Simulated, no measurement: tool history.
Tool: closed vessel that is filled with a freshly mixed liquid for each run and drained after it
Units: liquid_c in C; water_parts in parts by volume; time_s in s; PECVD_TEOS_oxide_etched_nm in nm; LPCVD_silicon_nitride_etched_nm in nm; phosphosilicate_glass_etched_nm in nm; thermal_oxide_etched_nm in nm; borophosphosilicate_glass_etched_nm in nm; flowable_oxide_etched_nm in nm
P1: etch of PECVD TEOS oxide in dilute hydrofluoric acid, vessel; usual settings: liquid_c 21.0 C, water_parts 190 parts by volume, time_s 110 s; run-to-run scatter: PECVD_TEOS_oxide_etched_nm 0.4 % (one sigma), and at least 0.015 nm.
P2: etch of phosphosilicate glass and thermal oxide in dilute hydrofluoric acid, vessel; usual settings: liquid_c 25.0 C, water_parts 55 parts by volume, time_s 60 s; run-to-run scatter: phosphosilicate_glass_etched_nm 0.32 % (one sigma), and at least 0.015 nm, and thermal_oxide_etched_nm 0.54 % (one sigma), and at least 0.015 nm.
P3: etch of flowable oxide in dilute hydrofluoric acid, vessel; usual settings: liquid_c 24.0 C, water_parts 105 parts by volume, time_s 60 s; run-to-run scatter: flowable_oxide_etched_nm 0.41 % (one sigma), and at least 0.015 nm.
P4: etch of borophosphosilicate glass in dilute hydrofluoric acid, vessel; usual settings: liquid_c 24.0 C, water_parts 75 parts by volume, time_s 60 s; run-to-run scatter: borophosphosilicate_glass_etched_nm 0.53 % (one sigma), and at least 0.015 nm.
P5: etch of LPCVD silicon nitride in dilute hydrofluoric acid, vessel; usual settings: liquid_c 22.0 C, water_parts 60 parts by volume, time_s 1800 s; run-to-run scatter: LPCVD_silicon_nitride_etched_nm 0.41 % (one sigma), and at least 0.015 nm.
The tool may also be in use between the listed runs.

run   hour  process  liquid_c  water_parts  time_s  hours since the thermometer was replaced  hours since the hydrofluoric acid flow meter was replaced  PECVD_TEOS_oxide_etched_nm  LPCVD_silicon_nitride_etched_nm  phosphosilicate_glass_etched_nm  thermal_oxide_etched_nm  borophosphosilicate_glass_etched_nm  flowable_oxide_etched_nm
  1   11.4       P1      21.0          190     110                                    1297.0                                                     1241.5                      7.8597
  2   27.6       P5      22.0           60    1800                                    1313.2                                                     1257.7                                                     12.50900
  3   35.6       P2      25.0           55      60                                    1321.2                                                     1265.7                                                                                        150.06                   6.0630
  4   51.4       P4      24.0           75      60                                    1337.0                                                     1281.5                                                                                                                                                      54.319
  5   60.2       P1      21.0          290     110                                    1345.8                                                     1290.3                      4.7106
  6   71.8       P1      21.0          190     110                                    1357.4                                                     1301.9                      7.8632
  7   79.4       P5      22.0           60    1800                                    1365.0                                                     1309.5                                                     12.52500
  8   89.1       P1      17.0          190     110                                    1374.7                                                     1319.2                      6.7376
  9   98.3       P5      28.5           60    1800                                    1383.9                                                     1328.4                                                     19.25000
 10  114.8       P3      32.0          105      60                                    1400.4                                                     1344.9                                                                                                                                                                                27.693
 11  129.7       P1      29.0          190     210                                    1415.3                                                     1359.8                     20.1230
 12  141.5       P1      21.0          275     170                                    1427.1                                                     1371.6                      7.7094
 13  153.6       P3      24.0          105      60                                    1439.2                                                     1383.7                                                                                                                                                                                20.165
 14  165.9       P2      25.0           55     105                                    1451.5                                                     1396.0                                                                                        263.45                  10.7170
 15  178.7       P4      24.0          135      60                                    1464.3                                                     1408.8                                                                                                                                                      28.140
 16  186.4       P5      22.0           60      30                                    1472.0                                                     1416.5                                                      0.22559
 17  195.9       P3      24.0           50      60                                    1481.5                                                     1426.0                                                                                                                                                                                45.417
 18  206.6       P1      21.0          190     110                                    1492.2                                                     1436.7                      7.8252
 19  222.4       P1      25.5          190     110                                    1508.0                                                     1452.5                      9.2899
 20  230.3       P2      25.0          105      60                                    1515.9                                                     1460.4                                                                                         73.91                   2.9683
 21  246.6       P1      21.0          190     175                                    1532.2                                                     1476.7                     12.4890
 22  257.7       P1      21.0          190     110                                    1543.3                                                     1487.8                      7.7916
 23  270.1       P4      17.5           75      60                                    1555.7                                                     1500.2                                                                                                                                                      42.015
 24  285.6       P1      21.0          190      50                                    1571.2                                                     1515.7                      3.5661
 25  297.4       P4      24.0           75      60                                    1583.0                                                     1527.5                                                                                                                                                      54.762
 26  310.2       P1      21.0          190     110                                    1595.8                                                     1540.3                      7.8233
 27  319.7       P1      21.0          190     110                                    1605.3                                                     1549.8                      7.8095
 28  335.2       P3      24.0          105      90                                    1620.8                                                     1565.3                                                                                                                                                                                30.506
 29  343.1       P4      24.0           75     115                                    1628.7                                                     1573.2                                                                                                                                                     104.870
 30  350.7       P5      22.0           90    1800                                    1636.3                                                     1580.8                                                      8.41720
 31  365.2       P1      21.0           45     110                                    1650.8                                                     1595.3                     39.1090
 32  375.7       P2      30.0           55      60                                    1661.3                                                     1605.8                                                                                        184.03                   7.4852
 33  385.4       P1      21.0          190     110                                    1671.0                                                     1615.5                      7.8483
 34  400.6       P1      21.0          190     110                                    1686.2                                                     1630.7                      8.0831
 35  410.5       P1      21.0          190     110                                    1696.1                                                     1640.6                      8.2575
 36  424.0       P1      21.0          190     110                                    1709.6                                                     1654.1                      8.2784
 37  434.3       P1      21.0          190     110                                    1719.9                                                     1664.4                      8.4483

The next listed run, before its measurement:
 38  447.5       P1      21.0          190     110                                    1733.1                                                     1677.6                           ?

{"run 38": {"PECVD_TEOS_oxide_etched_nm": 8.4959}}
